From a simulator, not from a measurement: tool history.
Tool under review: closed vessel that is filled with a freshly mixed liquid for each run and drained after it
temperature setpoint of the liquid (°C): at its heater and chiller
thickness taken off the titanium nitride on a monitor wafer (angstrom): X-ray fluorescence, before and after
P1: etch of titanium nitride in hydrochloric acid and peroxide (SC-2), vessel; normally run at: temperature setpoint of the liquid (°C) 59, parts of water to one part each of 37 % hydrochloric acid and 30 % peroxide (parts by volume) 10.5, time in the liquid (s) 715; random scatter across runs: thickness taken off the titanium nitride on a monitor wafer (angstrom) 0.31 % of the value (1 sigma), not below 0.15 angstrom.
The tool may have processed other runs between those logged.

| run | hour | temperature setpoint of the liquid (°C) | parts of water to one part each of 37 % hydrochloric acid and 30 % peroxide (parts by volume) | time in the liquid (s) | thickness taken off the titanium nitride on a monitor wafer (angstrom) |
|---|---|---|---|---|---|
| 1 | 12.9 | 59 | 10.5 | 715 | 210.83 |
| 2 | 29 | 45 | 10.5 | 715 | 82.627 |
| 3 | 38.3 | 59 | 10.5 | 715 | 209.98 |
| 4 | 53.3 | 59 | 10.5 | 715 | 209.65 |
| 5 | 61.8 | 59 | 10.5 | 30 | 9.075 |
| 6 | 80.2 | 69.5 | 10.5 | 715 | 398.25 |
|  | 93.6 | thermometer replaced |
| 7 | 95.5 | 59 | 10.5 | 1345 | 394.54 |
| 8 | 106.3 | 46 | 10.5 | 1370 | 171.47 |
| 9 | 115 | 59 | 16 | 715 | 146.09 |
| 10 | 128.7 | 59 | 10.5 | 715 | 209.7 |
| 11 | 140.9 | 59 | 10.5 | 715 | 209.84 |
| 12 | 151.8 | 59 | 10.5 | 715 | 210.23 |
| 13 | 170 | 59 | 5 | 1015 | 530.23 |
| 14 | 182.2 | 59 | 10.5 | 715 | 209.6 |
| 15 | 192.2 | 59 | 4 | 715 | 435.81 |
| 16 | 204.9 | 59 | 10.5 | 715 | 210.66 |
| 17 | 214.9 | 59 | 10.5 | 715 | 216.75 |
| 18 | 232.4 | 59 | 10.5 | 715 | 223.68 |
| 19 | 243.2 | 59 | 10.5 | 715 | 226.65 |
| 20 | 254.1 | 59 | 10.5 | 715 | 227.42 |

Expected results for the next run?
| 21 | 266.3 | 59 | 10.5 | 715 | ? |

Run 21 produced thickness taken off the titanium nitride on a monitor wafer (angstrom) 226.76.
